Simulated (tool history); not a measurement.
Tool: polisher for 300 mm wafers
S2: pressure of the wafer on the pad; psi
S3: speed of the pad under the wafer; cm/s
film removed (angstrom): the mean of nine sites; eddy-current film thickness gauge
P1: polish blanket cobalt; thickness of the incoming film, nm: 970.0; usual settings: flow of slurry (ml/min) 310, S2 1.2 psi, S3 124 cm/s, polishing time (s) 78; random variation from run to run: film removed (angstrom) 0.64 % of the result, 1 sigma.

Run 1, day 0.483: flow of slurry (ml/min) 310, S2 1.2 psi, S3 124 cm/s, polishing time (s) 78. Result: film removed (angstrom) 3395.2.
Run 2, day 0.8: flow of slurry (ml/min) 310, S2 1.2 psi, S3 124 cm/s, polishing time (s) 78. Result: film removed (angstrom) 3370.8.
Run 3, day 1.175: flow of slurry (ml/min) 310, S2 0.6 psi, S3 124 cm/s, polishing time (s) 78. Result: film removed (angstrom) 1695.5.
Run 4, day 1.675: flow of slurry (ml/min) 310, S2 1.2 psi, S3 124 cm/s, polishing time (s) 78. Result: film removed (angstrom) 3396.3.
Run 5, day 2.067: flow of slurry (ml/min) 310, S2 1.6 psi, S3 124 cm/s, polishing time (s) 120. Result: film removed (angstrom) 7006.4.
Run 6, day 2.504: flow of slurry (ml/min) 310, S2 1.2 psi, S3 124 cm/s, polishing time (s) 78. Result: film removed (angstrom) 3407.1.
Run 7, day 2.988: flow of slurry (ml/min) 310, S2 1.5 psi, S3 124 cm/s, polishing time (s) 78. Result: film removed (angstrom) 4224.5.
Run 8, day 3.483: flow of slurry (ml/min) 310, S2 1.2 psi, S3 124 cm/s, polishing time (s) 78. Result: film removed (angstrom) 3428.
Run 9, day 3.95: flow of slurry (ml/min) 310, S2 1.2 psi, S3 56 cm/s, polishing time (s) 78. Result: film removed (angstrom) 1537.
Run 10, day 4.321: flow of slurry (ml/min) 310, S2 1.2 psi, S3 124 cm/s, polishing time (s) 78. Result: film removed (angstrom) 3398.5.
Run 11, day 4.688: flow of slurry (ml/min) 310, S2 1.2 psi, S3 124 cm/s, polishing time (s) 41. Result: film removed (angstrom) 1785.7.
Run 12, day 5.021: flow of slurry (ml/min) 185, S2 1.2 psi, S3 124 cm/s, polishing time (s) 78. Result: film removed (angstrom) 3219.2.
Run 13, day 5.367: flow of slurry (ml/min) 310, S2 1.2 psi, S3 158 cm/s, polishing time (s) 78. Result: film removed (angstrom) 4309.7.
Run 14, day 5.642: flow of slurry (ml/min) 310, S2 1.2 psi, S3 124 cm/s, polishing time (s) 121. Result: film removed (angstrom) 5272.8.
Run 15, day 6.133: flow of slurry (ml/min) 310, S2 1.2 psi, S3 186 cm/s, polishing time (s) 45. Result: film removed (angstrom) 2936.9.
Run 16, day 6.633: flow of slurry (ml/min) 425, S2 1.2 psi, S3 124 cm/s, polishing time (s) 78. Result: film removed (angstrom) 3494.5.

Run 17 comes next. What will it give?
Run 17, day 6.954: flow of slurry (ml/min) 310, S2 1.2 psi, S3 124 cm/s, polishing time (s) 78. Result: film removed (angstrom) ?.

film removed (angstrom): 3396.4
